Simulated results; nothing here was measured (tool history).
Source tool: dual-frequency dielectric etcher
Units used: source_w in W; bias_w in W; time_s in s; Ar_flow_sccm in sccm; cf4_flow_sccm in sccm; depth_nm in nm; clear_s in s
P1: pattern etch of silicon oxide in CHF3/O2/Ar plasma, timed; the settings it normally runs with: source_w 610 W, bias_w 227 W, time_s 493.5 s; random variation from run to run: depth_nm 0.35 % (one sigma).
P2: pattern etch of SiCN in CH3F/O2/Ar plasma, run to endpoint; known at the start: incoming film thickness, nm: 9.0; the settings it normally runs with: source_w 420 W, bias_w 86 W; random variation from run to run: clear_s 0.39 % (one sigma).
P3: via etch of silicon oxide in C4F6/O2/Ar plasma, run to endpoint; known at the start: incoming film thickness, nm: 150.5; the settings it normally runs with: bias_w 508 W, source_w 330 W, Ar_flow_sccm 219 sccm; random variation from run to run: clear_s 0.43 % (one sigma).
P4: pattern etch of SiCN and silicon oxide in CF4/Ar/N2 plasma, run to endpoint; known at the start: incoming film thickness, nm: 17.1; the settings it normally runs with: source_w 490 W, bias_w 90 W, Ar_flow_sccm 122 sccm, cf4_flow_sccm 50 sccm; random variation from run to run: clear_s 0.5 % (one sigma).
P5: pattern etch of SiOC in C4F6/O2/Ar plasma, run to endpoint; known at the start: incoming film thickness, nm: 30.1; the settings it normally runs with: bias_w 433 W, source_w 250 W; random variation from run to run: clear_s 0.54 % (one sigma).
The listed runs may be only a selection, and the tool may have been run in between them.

run	day	process	source_w	bias_w	time_s	Ar_flow_sccm	cf4_flow_sccm	depth_nm	clear_s
1	0.15	P1	610	227	493.5			1076.4	
2	0.4	P3	330	508		219			33.684
3	0.671	P4	490	90		165	50		18.906
4	0.858	P2	420	86					22.556
5	1.088	P4	490	90		122	30		19.502
6	1.279	P1	610	308	493.5			1200.9	
7	1.483	P1	610	227	493.5			1068.8	
8	1.758	P1	610	227	493.5			1070.4	
9	1.908	P4	490	90		122	50		18.025
10	2.133	P1	810	227	493.5			1193.8	
11	2.292	P1	610	227	294			641.17	
12	2.492	P1	610	227	493.5			1074.2	
13	2.708	P3	450	508		219			30.139
14	2.896	P5	250	433					12.411
15	3.088	P1	610	227	726.5			1588.5	
16	3.217	P2	420	86					22.557
17	3.442	P5	160	433					14.669
18	3.671	P3	330	508		165			32.649
19	3.796	P5	250	433					12.601
20	3.946	P2	560	86					20.135
21	4.2	P1	610	136	493.5			904.95	
22	4.421	P3	330	649		219			30.577
# day 4.538: bias power generator calibrated
23	4.558	P2	420	67					24.4
24	4.7	P3	330	508		219			33.817
25	4.962	P1	610	274	627			1462.9	
26	5.162	P1	410	227	493.5			922.31	
27	5.362	P1	610	227	493.5			1074.3	
28	5.508	P4	330	90		122	50		25.26
29	5.7	P4	490	110		122	50		16.684

Run 30, settings as shown, results not yet in. Your forecast:
30	5.971	P5	250	268					?

{"run 30": {"clear_s": 14.866}}

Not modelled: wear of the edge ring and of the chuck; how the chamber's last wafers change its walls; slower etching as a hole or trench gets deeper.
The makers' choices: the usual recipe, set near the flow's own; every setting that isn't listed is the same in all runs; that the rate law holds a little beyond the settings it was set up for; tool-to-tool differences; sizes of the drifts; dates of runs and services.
